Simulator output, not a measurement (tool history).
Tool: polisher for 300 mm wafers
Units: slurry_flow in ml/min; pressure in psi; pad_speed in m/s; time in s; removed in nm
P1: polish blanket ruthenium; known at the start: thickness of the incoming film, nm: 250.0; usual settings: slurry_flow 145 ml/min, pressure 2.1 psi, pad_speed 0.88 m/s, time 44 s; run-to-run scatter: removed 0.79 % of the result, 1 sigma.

Run 1, hour 6.5: slurry_flow 145 ml/min, pressure 2.1 psi, pad_speed 0.88 m/s, time 44 s. Result: removed 43.92 nm.
Run 2, hour 9.8: slurry_flow 145 ml/min, pressure 2.1 psi, pad_speed 0.88 m/s, time 67 s. Result: removed 67.319 nm.
Run 3, hour 15.7: slurry_flow 145 ml/min, pressure 2.1 psi, pad_speed 0.88 m/s, time 44 s. Result: removed 43.47 nm.
Run 4, hour 22: slurry_flow 215 ml/min, pressure 2.1 psi, pad_speed 0.88 m/s, time 44 s. Result: removed 45.801 nm.
At hour 25.5: slurry nozzle cleaned.
Run 5, hour 28.7: slurry_flow 145 ml/min, pressure 2.1 psi, pad_speed 1.34 m/s, time 44 s. Result: removed 65.298 nm.
Run 6, hour 36.1: slurry_flow 145 ml/min, pressure 2.1 psi, pad_speed 0.88 m/s, time 44 s. Result: removed 43.661 nm.
Run 7, hour 43.4: slurry_flow 85 ml/min, pressure 2.1 psi, pad_speed 0.88 m/s, time 44 s. Result: removed 38.619 nm.
Run 8, hour 48.4: slurry_flow 145 ml/min, pressure 1 psi, pad_speed 0.88 m/s, time 44 s. Result: removed 20.88 nm.
Run 9, hour 51.8: slurry_flow 145 ml/min, pressure 2.1 psi, pad_speed 0.56 m/s, time 44 s. Result: removed 27.552 nm.
Run 10, hour 58.4: slurry_flow 145 ml/min, pressure 2.1 psi, pad_speed 0.88 m/s, time 44 s. Result: removed 43.454 nm.
Run 11, hour 62.6: slurry_flow 145 ml/min, pressure 3.2 psi, pad_speed 0.88 m/s, time 44 s. Result: removed 66.434 nm.
Run 12, hour 68.9: slurry_flow 145 ml/min, pressure 2.1 psi, pad_speed 0.88 m/s, time 20 s. Result: removed 19.916 nm.
Run 13, hour 75.7: slurry_flow 145 ml/min, pressure 2.1 psi, pad_speed 0.88 m/s, time 44 s. Result: removed 43.5 nm.
Run 14, hour 79.4: slurry_flow 90 ml/min, pressure 1.3 psi, pad_speed 0.88 m/s, time 44 s. Result: removed 24.239 nm.

Forecast run 15:
Run 15, hour 85.8: slurry_flow 145 ml/min, pressure 2.1 psi, pad_speed 0.88 m/s, time 44 s. Result: removed ?.

removed: 42.924 nm

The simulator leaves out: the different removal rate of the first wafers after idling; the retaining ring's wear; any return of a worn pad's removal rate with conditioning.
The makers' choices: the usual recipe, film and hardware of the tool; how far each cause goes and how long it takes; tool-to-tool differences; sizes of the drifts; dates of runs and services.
